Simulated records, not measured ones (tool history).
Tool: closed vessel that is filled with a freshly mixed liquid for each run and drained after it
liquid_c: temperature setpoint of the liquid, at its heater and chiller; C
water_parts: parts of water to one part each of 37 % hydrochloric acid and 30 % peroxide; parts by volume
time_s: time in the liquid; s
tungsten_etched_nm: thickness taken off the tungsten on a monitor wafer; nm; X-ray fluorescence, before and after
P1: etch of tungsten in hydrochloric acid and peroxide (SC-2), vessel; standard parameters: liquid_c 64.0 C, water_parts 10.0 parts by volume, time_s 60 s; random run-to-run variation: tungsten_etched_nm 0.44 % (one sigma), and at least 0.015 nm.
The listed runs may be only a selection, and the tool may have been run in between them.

Run 1, hour 9.8: liquid_c 64.0 C, water_parts 10.0 parts by volume, time_s 60 s. Result: tungsten_etched_nm 29.7540 nm.
At hour 18.3: new drum of peroxide connected.
Run 2, hour 21.7: liquid_c 64.0 C, water_parts 10.0 parts by volume, time_s 60 s. Result: tungsten_etched_nm 29.8570 nm.
Run 3, hour 32.2: liquid_c 64.0 C, water_parts 10.0 parts by volume, time_s 60 s. Result: tungsten_etched_nm 29.7170 nm.
Run 4, hour 40.8: liquid_c 64.0 C, water_parts 18.5 parts by volume, time_s 60 s. Result: tungsten_etched_nm 17.3750 nm.
Run 5, hour 51.9: liquid_c 64.0 C, water_parts 4.0 parts by volume, time_s 60 s. Result: tungsten_etched_nm 59.9090 nm.
At hour 55.8: thermometer replaced.
Run 6, hour 58.3: liquid_c 64.0 C, water_parts 15.0 parts by volume, time_s 105 s. Result: tungsten_etched_nm 36.8410 nm.
Run 7, hour 68.5: liquid_c 64.0 C, water_parts 10.0 parts by volume, time_s 60 s. Result: tungsten_etched_nm 29.8020 nm.
Run 8, hour 81.1: liquid_c 49.0 C, water_parts 10.0 parts by volume, time_s 60 s. Result: tungsten_etched_nm 11.4330 nm.
Run 9, hour 91.3: liquid_c 72.0 C, water_parts 10.0 parts by volume, time_s 60 s. Result: tungsten_etched_nm 48.1550 nm.
Run 10, hour 105.4: liquid_c 64.0 C, water_parts 10.0 parts by volume, time_s 60 s. Result: tungsten_etched_nm 29.7900 nm.
Run 11, hour 116.6: liquid_c 54.5 C, water_parts 10.0 parts by volume, time_s 30 s. Result: tungsten_etched_nm 8.2166 nm.
Run 12, hour 128.1: liquid_c 64.0 C, water_parts 10.0 parts by volume, time_s 60 s. Result: tungsten_etched_nm 29.7800 nm.
Run 13, hour 136.9: liquid_c 64.0 C, water_parts 10.0 parts by volume, time_s 115 s. Result: tungsten_etched_nm 57.3210 nm.
Run 14, hour 146.0: liquid_c 64.0 C, water_parts 10.0 parts by volume, time_s 30 s. Result: tungsten_etched_nm 14.9930 nm.
Run 15, hour 159.5: liquid_c 64.0 C, water_parts 10.0 parts by volume, time_s 60 s. Result: tungsten_etched_nm 29.9590 nm.
Run 16, hour 167.3: liquid_c 64.0 C, water_parts 10.0 parts by volume, time_s 60 s. Result: tungsten_etched_nm 30.8530 nm.
Run 17, hour 179.8: liquid_c 64.0 C, water_parts 10.0 parts by volume, time_s 60 s. Result: tungsten_etched_nm 31.7860 nm.
Run 18, hour 191.4: liquid_c 64.0 C, water_parts 10.0 parts by volume, time_s 60 s. Result: tungsten_etched_nm 32.1160 nm.
Run 19, hour 203.3: liquid_c 64.0 C, water_parts 10.0 parts by volume, time_s 60 s. Result: tungsten_etched_nm 32.3650 nm.
Run 20, hour 215.6: liquid_c 64.0 C, water_parts 10.0 parts by volume, time_s 60 s. Result: tungsten_etched_nm 32.7300 nm.
Run 21, hour 226.4: liquid_c 64.0 C, water_parts 10.0 parts by volume, time_s 60 s. Result: tungsten_etched_nm 32.4980 nm.

What P1 gives has crept away from where it was. These 2 causes fit the log equally well, each at the size given:
A: liquid hotter than its thermometer reads (K) = 1.39
B: chemicals flow above the setpoint (%) = 10.8
Onset of the creep was near hour 159.5.
All other causes, with the reason each is excluded:
peroxide weaker than its label (%): 8 at the very most, moving tungsten_etched_nm by -7.4 %, which is either too weak or the wrong sign

You are offered 4 check runs, listed below with question marks in place of their results; each one averages 2 wafers. Which run separates the listed causes by giving clearly different results for each?
Run check 1, hour 237.2: liquid_c 49.5 C, water_parts 17.5 parts by volume, time_s 60 s. Result: tungsten_etched_nm ?.
Run check 2, hour 237.2: liquid_c 64.0 C, water_parts 17.5 parts by volume, time_s 85 s. Result: tungsten_etched_nm ?.
Run check 3, hour 237.2: liquid_c 54.5 C, water_parts 10.0 parts by volume, time_s 110 s. Result: tungsten_etched_nm ?.
Run check 4, hour 237.2: liquid_c 53.0 C, water_parts 4.0 parts by volume, time_s 60 s. Result: tungsten_etched_nm ?.

If the cause were each of the candidates in turn, the checks would give the following:
  check              result     if A     if B
check 1  tungsten_etched_nm   7.9694   7.9613
check 2  tungsten_etched_nm  28.3390  28.5310
check 3  tungsten_etched_nm  32.9100  32.7440
check 4  tungsten_etched_nm  32.5850  31.8320
Separation of the two closest causes in each check, using whichever result separates them best: check 1 0.1 %; check 2 0.68 %; check 3 0.5 %; check 4 2.34 %
The causes can be told apart only by check 4. The other checks would give nearly the same results under each of them.

Running check 4 produced the following: tungsten_etched_nm 31.9520 nm. Which one of the listed causes fits?

The correct cause is B, namely: chemicals flow above the setpoint (%).
